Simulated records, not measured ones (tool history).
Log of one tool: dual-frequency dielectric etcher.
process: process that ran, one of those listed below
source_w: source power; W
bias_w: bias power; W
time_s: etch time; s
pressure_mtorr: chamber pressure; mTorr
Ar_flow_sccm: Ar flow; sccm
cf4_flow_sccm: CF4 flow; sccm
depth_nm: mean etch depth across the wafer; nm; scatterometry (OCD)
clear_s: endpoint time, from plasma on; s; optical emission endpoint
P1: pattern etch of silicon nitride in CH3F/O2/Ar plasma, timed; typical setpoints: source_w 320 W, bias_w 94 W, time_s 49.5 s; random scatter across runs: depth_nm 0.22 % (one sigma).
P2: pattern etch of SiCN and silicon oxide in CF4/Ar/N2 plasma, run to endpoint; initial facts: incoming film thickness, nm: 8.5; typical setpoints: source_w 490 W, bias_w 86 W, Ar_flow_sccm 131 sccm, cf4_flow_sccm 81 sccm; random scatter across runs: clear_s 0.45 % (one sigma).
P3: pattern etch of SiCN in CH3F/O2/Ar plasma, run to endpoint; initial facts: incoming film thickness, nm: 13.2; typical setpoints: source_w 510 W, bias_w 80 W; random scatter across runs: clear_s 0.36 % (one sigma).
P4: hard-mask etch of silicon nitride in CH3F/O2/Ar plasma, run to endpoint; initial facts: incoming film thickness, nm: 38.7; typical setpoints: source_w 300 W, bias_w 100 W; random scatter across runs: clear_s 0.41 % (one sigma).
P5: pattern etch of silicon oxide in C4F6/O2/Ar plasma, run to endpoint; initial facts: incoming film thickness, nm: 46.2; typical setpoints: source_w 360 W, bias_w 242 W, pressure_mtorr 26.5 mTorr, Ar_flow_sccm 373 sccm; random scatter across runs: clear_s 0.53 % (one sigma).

run   hour  process  source_w  bias_w  time_s  pressure_mtorr  Ar_flow_sccm  cf4_flow_sccm  hours since the last wet clean  hours since the last source power generator calibration  hours since the last bias power generator calibration  depth_nm  clear_s
  1    3.6       P1       320      94    49.5                                                                        321.6                                                   1993.7                                                    537    34.582
  2    7.1       P3       510      80                                                                                325.1                                                   1997.2                                                  540.5             30.386
  3   10.8       P1       320      94    66.5                                                                        328.8                                                   2000.9                                                  544.2    46.455
  4   14.7       P4       420     100                                                                                332.7                                                   2004.8                                                  548.1             49.508
  5     18       P5       360     242                    35.5           373                                            336                                                   2008.1                                                  551.4             14.377
  6     20       P3       510      80                                                                                  338                                                   2010.1                                                  553.4             30.283
  7     22       P1       320      94    49.5                                                                          340                                                   2012.1                                                  555.4    34.601
  8   24.1       P2       490      60                                   131             81                           342.1                                                   2014.2                                                  557.5             10.018
  9   27.1       P1       250      94    49.5                                                                        345.1                                                   2017.2                                                  560.5    31.617
 10   30.2       P3       300      80                                                                                348.2                                                   2020.3                                                  563.6             36.875
 11   32.7       P5       360     242                    26.5           487                                          350.7                                                   2022.8                                                  566.1             14.414
 12   36.4       P1       320      94    49.5                                                                        354.4                                                   2026.5                                                  569.8    34.637
 13   40.1       P1       320      94    49.5                                                                        358.1                                                   2030.2                                                  573.5    34.664
 14   43.1       P1       200      94      68                                                                        361.1                                                   2033.2                                                  576.5    40.009
 15   45.1       P5       360     242                    26.5           373                                          363.1                                                   2035.2                                                  578.5             14.035
 16   47.6       P4       300     100                                                                                365.6                                                   2037.7                                                    581             56.141
 17   50.4       P2       490      86                                   131             81                           368.4                                                   2040.5                                                  583.8             8.8748
 18   54.1       P2       370      86                                   131             81                           372.1                                                   2044.2                                                  587.5             11.385
 19   57.1       P1       320      94      27                                                                        375.1                                                   2047.2                                                  590.5    18.883
 20   60.6       P1       320      94    49.5                                                                        378.6                                                   2050.7                                                    594    34.736
 21   64.4       P2       490      86                                   131             56                           382.4                                                   2054.5                                                  597.8             9.3132
 22   66.5       P1       320     115    49.5                                                                        384.5                                                   2056.6                                                  599.9     37.25
 23   70.3       P1       320      94    49.5                                                                        388.3                                                   2060.4                                                  603.7    34.658
 24     74       P5       360     242                    26.5           373                                            392                                                   2064.1                                                  607.4             13.991
 25   78.3       P4       300     139                                                                                396.3                                                   2068.4                                                  611.7             49.681
 26   82.6       P1       320      70    49.5                                                                        400.6                                                   2072.7                                                    616    31.162
 27   84.8       P3       510      56                                                                                402.8                                                   2074.9                                                  618.2             33.938
 28   87.2       P2       490      86                                    83             81                           405.2                                                   2077.3                                                  620.6             8.3557
 29     90       P5       360     164                    26.5           373                                            408                                                   2080.1                                                  623.4             15.949
 30   94.3       P1       390      94    49.5                                                                        412.3                                                   2084.4                                                  627.7    37.122
 31   96.3       P5       280     242                    26.5           373                                          414.3                                                   2086.4                                                  629.7             15.236
 32   99.3       P1       320      94    49.5                                                                        417.3                                                   2089.4                                                  632.7    34.562
 33  101.9       P1       320      94    49.5                                                                        419.9                                                     2092                                                  635.3    34.533
 34  104.6       P1       320      94    49.5                                                                        422.6                                                   2094.7                                                    638    34.709
 35  106.7       P1       320      94    49.5                                                                        424.7                                                   2096.8                                                  640.1    34.807
 36  110.6       P1       320      94    49.5                                                                        428.6                                                   2100.7                                                    644    34.886
 37  113.1       P1       320      94    49.5                                                                        431.1                                                   2103.2                                                  646.5    35.004
 38    117       P1       320      94    49.5                                                                          435                                                   2107.1                                                  650.4    35.154
     118.6  -- wet clean of the chamber
 39  120.9       P1       320      94    49.5                                                                          2.4                                                     2111                                                  654.3    35.153
 40  123.4       P1       320      94    49.5                                                                          4.9                                                   2113.5                                                  656.8    35.017
 41  127.7       P1       320      94    49.5                                                                          9.2                                                   2117.8                                                  661.1     35.15
 42  129.9       P1       320      94    49.5                                                                         11.4                                                     2120                                                  663.3    35.093
 43  132.5       P1       320      94    49.5                                                                           14                                                   2122.6                                                  665.9    35.228

What P1 gives has crept off from where it sat before. The 2 causes that follow fit the log equally well, each at the size noted:
A: bias power that arrives over what is set, % = 3.66
B: source power that arrives over what is set, % = 3.64
The gradual shift began around hour 99.3.
Ruled out, with reasons:
chamber walls in a state that raises the etch rate, %: serviced after onset, at hour 118.6, with no recovery of the prior output

Each of the check runs listed below is run on 3 wafers and reports their average, with the results left as question marks. Pick the one under which the possible causes would lead to clearly different results.
check 1  135.1       P5       300     164                    26.5           373                                                                                                                                                                                 ?
check 2  135.1       P4       360     119                                                                                                                                                                                                                       ?
check 3  135.1       P3       320      56                                                                                                                                                                                                                       ?
check 4  135.1       P2       490      66                                    83             81                                                                                                                                                                  ?

Predicted outcomes, by check and by cause:
  check   result    if A    if B
check 1  clear_s    16.8  16.757
check 2  clear_s  48.501  48.528
check 3  clear_s   40.34  40.286
check 4  clear_s  8.9591  8.7768
Per check, the gap between the least separated pair of causes, taken in the result that splits them most: check 1 0.25 %; check 2 0.06 %; check 3 0.13 %; check 4 2.06 %
Of the check runs offered, only check 4 discriminates between the causes; the rest would read about the same regardless of which cause applies.

With check 4 done, the readings were: clear_s 8.9434 s. Identify which of the listed causes applies.

Of the candidate causes, it is A: bias power that arrives over what is set, %.
